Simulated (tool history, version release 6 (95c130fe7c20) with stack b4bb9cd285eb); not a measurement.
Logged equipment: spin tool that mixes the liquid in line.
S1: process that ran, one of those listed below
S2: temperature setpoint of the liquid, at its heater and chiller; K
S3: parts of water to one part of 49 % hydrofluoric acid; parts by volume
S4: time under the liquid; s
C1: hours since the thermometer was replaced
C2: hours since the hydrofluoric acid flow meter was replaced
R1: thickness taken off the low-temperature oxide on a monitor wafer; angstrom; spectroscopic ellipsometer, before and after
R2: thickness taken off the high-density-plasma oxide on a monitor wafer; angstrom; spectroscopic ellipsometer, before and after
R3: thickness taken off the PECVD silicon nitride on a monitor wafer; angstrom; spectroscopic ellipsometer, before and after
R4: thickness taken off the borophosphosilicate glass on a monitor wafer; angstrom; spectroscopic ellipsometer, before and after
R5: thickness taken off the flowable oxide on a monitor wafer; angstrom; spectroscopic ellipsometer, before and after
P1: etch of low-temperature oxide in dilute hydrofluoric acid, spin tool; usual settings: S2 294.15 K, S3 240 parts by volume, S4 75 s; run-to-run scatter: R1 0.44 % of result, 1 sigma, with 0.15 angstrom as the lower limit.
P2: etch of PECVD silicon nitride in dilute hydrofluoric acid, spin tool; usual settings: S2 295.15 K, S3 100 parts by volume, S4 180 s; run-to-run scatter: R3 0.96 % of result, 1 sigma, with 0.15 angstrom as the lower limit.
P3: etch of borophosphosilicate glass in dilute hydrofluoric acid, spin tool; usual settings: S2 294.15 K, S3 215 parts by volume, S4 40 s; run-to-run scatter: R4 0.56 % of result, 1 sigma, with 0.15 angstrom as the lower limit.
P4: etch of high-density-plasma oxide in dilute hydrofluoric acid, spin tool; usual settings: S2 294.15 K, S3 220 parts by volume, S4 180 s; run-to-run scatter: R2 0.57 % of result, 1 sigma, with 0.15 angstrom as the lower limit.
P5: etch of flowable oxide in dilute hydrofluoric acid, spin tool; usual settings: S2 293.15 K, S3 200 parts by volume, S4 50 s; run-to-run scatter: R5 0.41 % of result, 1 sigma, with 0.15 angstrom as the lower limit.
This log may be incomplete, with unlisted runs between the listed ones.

run   hour  S1      S2   S3   S4     C1     C2       R1      R2        R3      R4      R5
  1    7.3  P1  294.15  240   75  571.6  255.5   56.229
  2   12.4  P1  294.15  240  135  576.7  260.6  101.260
  3   21.0  P4  294.15  220   90  585.3  269.2           20.927
  4   29.7  P2  295.15  100  180  594.0  277.9                    26.4590
  5   34.8  P1  290.15  240   75  599.1  283.0   48.056
  6   42.5  P1  300.65  240   30  606.8  290.7   28.157
  7   46.4  P1  294.15  240   75  610.7  294.6   56.012
  8   51.9  P1  294.15  240   75  616.2  300.1   56.453
  9   57.2  P4  301.15  220  180  621.5  305.4           54.581
 10   61.7  P3  290.15  215   40  626.0  309.9                             64.819
 11   68.1  P1  294.15  335   75  632.4  316.3   37.118
 12   74.9  P5  293.15  200   90  639.2  323.1                                     92.967
 13   81.4  P1  300.65  240   75  645.7  329.6   70.487
 14   85.6  P2  301.15  100  180  649.9  333.8                    39.3910
 15   94.5  P5  293.15  305   50  658.8  342.7                                     30.461
 16  102.9  P3  294.15  215   40  667.2  351.1                             75.835
 17  111.6  P5  293.15  200   50  675.9  359.8                                     51.382
 18  117.1  P1  298.15  240  135  681.4  365.3  116.260
 19  122.3  P1  294.15  240   75  686.6  370.5   56.181
 20  130.8  P5  290.15  200   50  695.1  379.0                                     45.175
 21  136.1  P1  294.15  240   40  700.4  384.3   29.843
 22  144.1  P3  294.15  215   15  708.4  392.3                             28.498
 23  151.3  P4  294.15  220  180  715.6  399.5           41.897
 24  157.4  P3  294.15  215   40  721.7  405.6                             75.459
 25  162.9  P4  294.15  120  180  727.2  411.1           85.309
 26  167.4  P2  295.15   20  180  731.7  415.6                   128.2400
 27  175.5  P3  294.15  365   40  739.8  423.7                             39.709
 28  184.4  P1  294.15   45   75  748.7  432.6  370.450
 29  189.0  P2  295.15  100   55  753.3  437.2                     8.0651
 30  195.5  P1  294.15  240   75  759.8  443.7   56.353
 31  202.6  P1  294.15  240   75  766.9  450.8   53.978
 32  207.5  P1  294.15  240   75  771.8  455.7   53.398
 33  213.3  P1  294.15  240   75  777.6  461.5   53.038
 34  218.1  P1  294.15  240   75  782.4  466.3   52.656
 35  224.5  P1  294.15  240   75  788.8  472.7   52.852
 36  229.2  P1  294.15  240   75  793.5  477.4   52.273
 37  233.1  P1  294.15  240   75  797.4  481.3   52.386
 38  238.4  P1  294.15  240   75  802.7  486.6   52.333

What P1 gives has crept away from where it was. These 2 causes fit the log equally well, each at the size given:
A: hydrofluoric acid flow below the setpoint (%) = 5.64
B: liquid colder than its thermometer reads (K) = 1.91
Creep in the process output first set in at about hour 195.5.

The 4 check runs listed below each average the results of 2 wafers, and their outcomes are marked with question marks. Under which run would the listed causes produce clearly different results?
check 1  243.7  P2  295.15  100  180                   ?
check 2  243.7  P5  293.15  200   50                           ?
check 3  243.7  P4  294.15  220  180               ?
check 4  243.7  P3  294.15  215   40                       ?

How each check would come out, cause by cause:
  check  result     if A     if B
check 1      R3  25.3620  23.6020
check 2      R5   47.789   47.558
check 3      R2   39.538   39.460
check 4      R4   70.822   70.652
Per-check spread between the two closest causes, in the result where they differ most: check 1 7.19 %; check 2 0.48 %; check 3 0.2 %; check 4 0.24 %
The other checks would show nearly matching results whichever cause is true, so check 1 is the only one that separates the causes.

Running check 1 produced the following: R3 23.7360 angstrom. Which one of the listed causes fits?

Of the candidate causes, it is B: liquid colder than its thermometer reads (K).
